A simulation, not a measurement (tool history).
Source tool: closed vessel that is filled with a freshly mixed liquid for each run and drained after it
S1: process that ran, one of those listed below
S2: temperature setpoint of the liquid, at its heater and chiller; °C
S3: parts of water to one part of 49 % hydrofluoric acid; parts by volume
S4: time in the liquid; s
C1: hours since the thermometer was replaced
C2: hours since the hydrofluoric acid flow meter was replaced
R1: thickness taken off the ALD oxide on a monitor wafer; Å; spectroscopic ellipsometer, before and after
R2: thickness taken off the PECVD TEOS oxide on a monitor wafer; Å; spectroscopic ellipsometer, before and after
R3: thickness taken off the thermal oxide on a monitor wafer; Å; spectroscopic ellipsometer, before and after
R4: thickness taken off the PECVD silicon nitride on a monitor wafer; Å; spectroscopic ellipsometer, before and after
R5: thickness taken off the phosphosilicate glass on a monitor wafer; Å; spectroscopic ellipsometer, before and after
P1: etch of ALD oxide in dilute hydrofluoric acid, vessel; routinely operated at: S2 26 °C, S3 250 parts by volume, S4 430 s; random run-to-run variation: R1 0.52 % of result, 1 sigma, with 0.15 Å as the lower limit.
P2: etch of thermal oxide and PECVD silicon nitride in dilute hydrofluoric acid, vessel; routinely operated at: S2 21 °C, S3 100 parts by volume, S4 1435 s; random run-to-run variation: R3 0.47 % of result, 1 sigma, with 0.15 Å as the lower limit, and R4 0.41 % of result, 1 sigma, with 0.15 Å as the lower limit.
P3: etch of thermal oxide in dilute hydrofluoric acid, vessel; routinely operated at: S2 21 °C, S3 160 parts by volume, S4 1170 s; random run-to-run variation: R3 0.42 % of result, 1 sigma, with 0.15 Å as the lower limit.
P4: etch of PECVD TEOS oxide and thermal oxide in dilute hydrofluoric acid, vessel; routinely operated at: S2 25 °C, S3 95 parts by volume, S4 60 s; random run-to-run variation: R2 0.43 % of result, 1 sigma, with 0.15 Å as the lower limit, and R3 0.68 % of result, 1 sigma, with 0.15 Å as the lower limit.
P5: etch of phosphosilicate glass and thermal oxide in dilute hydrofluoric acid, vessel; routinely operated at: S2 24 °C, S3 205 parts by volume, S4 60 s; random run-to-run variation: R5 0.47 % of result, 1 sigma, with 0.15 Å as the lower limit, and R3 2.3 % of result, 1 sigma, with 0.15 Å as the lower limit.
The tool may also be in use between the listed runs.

run	day	S1	S2	S3	S4	C1	C2	R1	R2	R3	R4	R5
1	0.454	P1	26	250	430	469.6	828.3	390.43				
2	0.921	P4	25	95	115	480.8	839.5		191.94	63.158		
3	1.254	P4	25	30	60	488.8	847.5		344.05	113.26		
4	1.942	P4	33	95	60	505.3	864		135.08	44.447		
5	2.246	P2	21	100	1435	512.6	871.3			580.14	281.46	
6	2.867	P5	24	290	60	527.5	886.2			7.7212		223.74
7	3.217	P1	26	345	430	535.9	894.6	253.21				
8	3.771	P1	20.5	250	135	549.2	907.9	100.87				
9	4.175	P2	21	50	1435	558.9	917.6			1239.5	552.47	
10	4.492	P3	21	160	1955	566.5	925.2			484.89		
11	4.946	P1	26	150	430	577.4	936.1	725.97				
12	5.288	P1	26	250	430	585.6	944.3	387.55				
13	5.788	P1	26	250	815	597.6	956.3	740.02				
14	6.454	P1	34	250	430	613.6	972.3	505.95				
15	7.058	P5	24	205	60	628.1	986.8			11.975		346.08
16	7.512	P5	24	205	60	639	997.7			11.518		345.9
17	8.212	P1	18	250	430	655.8	1014.5	291.1				
18	8.788	P1	26	250	430	669.6	1028.3	390.13				
19	9.217	P2	21	100	1435	679.9	1038.6			581.88	279.25	
20	9.825	P2	21	100	2795	694.5	1053.2			1137.4	552.33	
21	10.333	P5	24	205	30	706.7	1065.4			6.211		172.83

Run 22 has not been measured yet. What should we expect?
22	10.904	P3	17.5	160	1170	720.4	1079.1			?		

{"run 22": {"R3": 253.23}}

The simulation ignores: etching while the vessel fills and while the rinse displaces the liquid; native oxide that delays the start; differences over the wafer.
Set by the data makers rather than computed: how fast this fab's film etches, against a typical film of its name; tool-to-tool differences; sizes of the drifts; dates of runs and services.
